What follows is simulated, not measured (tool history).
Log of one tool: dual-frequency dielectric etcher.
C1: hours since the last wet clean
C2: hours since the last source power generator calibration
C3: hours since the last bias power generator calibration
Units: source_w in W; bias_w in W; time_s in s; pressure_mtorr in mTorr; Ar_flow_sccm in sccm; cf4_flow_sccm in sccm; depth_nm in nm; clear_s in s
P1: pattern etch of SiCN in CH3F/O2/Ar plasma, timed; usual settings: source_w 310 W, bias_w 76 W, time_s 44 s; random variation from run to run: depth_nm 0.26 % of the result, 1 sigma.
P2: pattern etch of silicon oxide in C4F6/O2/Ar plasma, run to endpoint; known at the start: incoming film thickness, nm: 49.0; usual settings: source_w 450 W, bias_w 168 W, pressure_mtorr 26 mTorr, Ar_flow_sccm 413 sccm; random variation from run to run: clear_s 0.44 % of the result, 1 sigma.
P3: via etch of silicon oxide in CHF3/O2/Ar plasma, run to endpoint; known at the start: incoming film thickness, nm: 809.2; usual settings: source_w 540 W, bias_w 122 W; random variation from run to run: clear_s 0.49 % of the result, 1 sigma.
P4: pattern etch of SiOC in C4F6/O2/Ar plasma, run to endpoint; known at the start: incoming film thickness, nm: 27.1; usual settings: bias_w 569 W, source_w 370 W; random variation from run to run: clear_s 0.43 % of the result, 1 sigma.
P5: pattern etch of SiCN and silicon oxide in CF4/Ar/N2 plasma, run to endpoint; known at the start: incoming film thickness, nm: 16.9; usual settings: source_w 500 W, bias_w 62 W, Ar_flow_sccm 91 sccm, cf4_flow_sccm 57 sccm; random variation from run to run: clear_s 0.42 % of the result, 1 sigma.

{"run": 1, "hour": 15.7, "process": "P1", "source_w": 310, "bias_w": 76, "time_s": 44, "C1": 332.1, "C2": 1083.9, "C3": 2577.7, "depth_nm": 15.32}
{"run": 2, "hour": 26.3, "process": "P1", "source_w": 310, "bias_w": 76, "time_s": 44, "C1": 342.7, "C2": 1094.5, "C3": 2588.3, "depth_nm": 15.323}
{"run": 3, "hour": 39.9, "process": "P1", "source_w": 310, "bias_w": 76, "time_s": 44, "C1": 356.3, "C2": 1108.1, "C3": 2601.9, "depth_nm": 15.306}
{"run": 4, "hour": 50.2, "process": "P3", "source_w": 540, "bias_w": 122, "C1": 366.6, "C2": 1118.4, "C3": 2612.2, "clear_s": 494.47}
{"run": 5, "hour": 65.1, "process": "P4", "source_w": 370, "bias_w": 569, "C1": 381.5, "C2": 1133.3, "C3": 2627.1, "clear_s": 8.639}
{"run": 6, "hour": 74.5, "process": "P2", "source_w": 450, "bias_w": 168, "pressure_mtorr": 26, "Ar_flow_sccm": 413, "C1": 390.9, "C2": 1142.7, "C3": 2636.5, "clear_s": 15.64}
{"run": 7, "hour": 84.8, "process": "P1", "source_w": 310, "bias_w": 94, "time_s": 44, "C1": 401.2, "C2": 1153, "C3": 2646.8, "depth_nm": 16.495}
{"run": 8, "hour": 98.8, "process": "P1", "source_w": 310, "bias_w": 76, "time_s": 31.5, "C1": 415.2, "C2": 1167, "C3": 2660.8, "depth_nm": 10.874}
{"run": 9, "hour": 112.6, "process": "P3", "source_w": 540, "bias_w": 84, "C1": 429, "C2": 1180.8, "C3": 2674.6, "clear_s": 552.17}
{"run": 10, "hour": 121.3, "process": "P2", "source_w": 550, "bias_w": 168, "pressure_mtorr": 26, "Ar_flow_sccm": 413, "C1": 437.7, "C2": 1189.5, "C3": 2683.3, "clear_s": 14.412}
{"run": 11, "hour": 132.0, "process": "P5", "source_w": 500, "bias_w": 62, "Ar_flow_sccm": 91, "cf4_flow_sccm": 57, "C1": 448.4, "C2": 1200.2, "C3": 2694, "clear_s": 18.849}
{"run": 12, "hour": 142.6, "process": "P5", "source_w": 500, "bias_w": 62, "Ar_flow_sccm": 91, "cf4_flow_sccm": 57, "C1": 459, "C2": 1210.8, "C3": 2704.6, "clear_s": 18.75}
{"hour": 144.0, "done": "wet clean of the chamber"}
{"run": 13, "hour": 154.4, "process": "P1", "source_w": 260, "bias_w": 76, "time_s": 61, "C1": 10.4, "C2": 1222.6, "C3": 2716.4, "depth_nm": 19.856}
{"run": 14, "hour": 163.9, "process": "P2", "source_w": 450, "bias_w": 168, "pressure_mtorr": 26, "Ar_flow_sccm": 413, "C1": 19.9, "C2": 1232.1, "C3": 2725.9, "clear_s": 15.477}
{"run": 15, "hour": 180.4, "process": "P4", "source_w": 480, "bias_w": 569, "C1": 36.4, "C2": 1248.6, "C3": 2742.4, "clear_s": 7.8909}
{"run": 16, "hour": 189.7, "process": "P5", "source_w": 500, "bias_w": 62, "Ar_flow_sccm": 91, "cf4_flow_sccm": 79, "C1": 45.7, "C2": 1257.9, "C3": 2751.7, "clear_s": 17.896}
{"run": 17, "hour": 199.5, "process": "P2", "source_w": 450, "bias_w": 124, "pressure_mtorr": 26, "Ar_flow_sccm": 413, "C1": 55.5, "C2": 1267.7, "C3": 2761.5, "clear_s": 17.012}
{"run": 18, "hour": 216.0, "process": "P5", "source_w": 500, "bias_w": 47, "Ar_flow_sccm": 91, "cf4_flow_sccm": 57, "C1": 72, "C2": 1284.2, "C3": 2778, "clear_s": 20.631}
{"run": 19, "hour": 234.6, "process": "P3", "source_w": 370, "bias_w": 122, "C1": 90.6, "C2": 1302.8, "C3": 2796.6, "clear_s": 572.29}
{"run": 20, "hour": 243.5, "process": "P1", "source_w": 310, "bias_w": 48, "time_s": 44, "C1": 99.5, "C2": 1311.7, "C3": 2805.5, "depth_nm": 13.027}
{"run": 21, "hour": 259.1, "process": "P1", "source_w": 190, "bias_w": 76, "time_s": 44, "C1": 115.1, "C2": 1327.3, "C3": 2821.1, "depth_nm": 12.773}
{"run": 22, "hour": 267.4, "process": "P1", "source_w": 310, "bias_w": 76, "time_s": 44, "C1": 123.4, "C2": 1335.6, "C3": 2829.4, "depth_nm": 15.215}
{"run": 23, "hour": 278.4, "process": "P5", "source_w": 500, "bias_w": 62, "Ar_flow_sccm": 129, "cf4_flow_sccm": 57, "C1": 134.4, "C2": 1346.6, "C3": 2840.4, "clear_s": 19.972}
{"run": 24, "hour": 288.8, "process": "P1", "source_w": 390, "bias_w": 76, "time_s": 44, "C1": 144.8, "C2": 1357, "C3": 2850.8, "depth_nm": 16.647}
{"run": 25, "hour": 301.8, "process": "P2", "source_w": 450, "bias_w": 168, "pressure_mtorr": 26, "Ar_flow_sccm": 267, "C1": 157.8, "C2": 1370, "C3": 2863.8, "clear_s": 14.804}
{"run": 26, "hour": 312.8, "process": "P5", "source_w": 670, "bias_w": 62, "Ar_flow_sccm": 91, "cf4_flow_sccm": 57, "C1": 168.8, "C2": 1381, "C3": 2874.8, "clear_s": 14.618}
{"run": 27, "hour": 325.3, "process": "P3", "source_w": 540, "bias_w": 122, "C1": 181.3, "C2": 1393.5, "C3": 2887.3, "clear_s": 494.74}
{"run": 28, "hour": 344.0, "process": "P1", "source_w": 310, "bias_w": 76, "time_s": 59, "C1": 200, "C2": 1412.2, "C3": 2906, "depth_nm": 20.533}
{"run": 29, "hour": 360.5, "process": "P4", "source_w": 370, "bias_w": 405, "C1": 216.5, "C2": 1428.7, "C3": 2922.5, "clear_s": 9.8243}
{"run": 30, "hour": 372.3, "process": "P2", "source_w": 450, "bias_w": 168, "pressure_mtorr": 32.5, "Ar_flow_sccm": 413, "C1": 228.3, "C2": 1440.5, "C3": 2934.3, "clear_s": 16.034}
{"run": 31, "hour": 390.3, "process": "P1", "source_w": 310, "bias_w": 76, "time_s": 44, "C1": 246.3, "C2": 1458.5, "C3": 2952.3, "depth_nm": 15.247}
{"run": 32, "hour": 404.5, "process": "P1", "source_w": 400, "bias_w": 99, "time_s": 44, "C1": 260.5, "C2": 1472.7, "C3": 2966.5, "depth_nm": 18.572}
{"run": 33, "hour": 416.0, "process": "P1", "source_w": 310, "bias_w": 76, "time_s": 44, "C1": 272, "C2": 1484.2, "C3": 2978, "depth_nm": 15.283}
{"run": 34, "hour": 431.9, "process": "P1", "source_w": 310, "bias_w": 76, "time_s": 44, "C1": 287.9, "C2": 1500.1, "C3": 2993.9, "depth_nm": 15.365}
{"run": 35, "hour": 445.2, "process": "P1", "source_w": 310, "bias_w": 76, "time_s": 44, "C1": 301.2, "C2": 1513.4, "C3": 3007.2, "depth_nm": 15.44}
{"run": 36, "hour": 462.8, "process": "P1", "source_w": 310, "bias_w": 76, "time_s": 44, "C1": 318.8, "C2": 1531, "C3": 3024.8, "depth_nm": 15.475}

The next listed run, before its measurement:
{"run": 37, "hour": 471.3, "process": "P1", "source_w": 310, "bias_w": 76, "time_s": 44, "C1": 327.3, "C2": 1539.5, "C3": 3033.3, "depth_nm": "?"}

Run 37 gave depth_nm 15.497 nm.
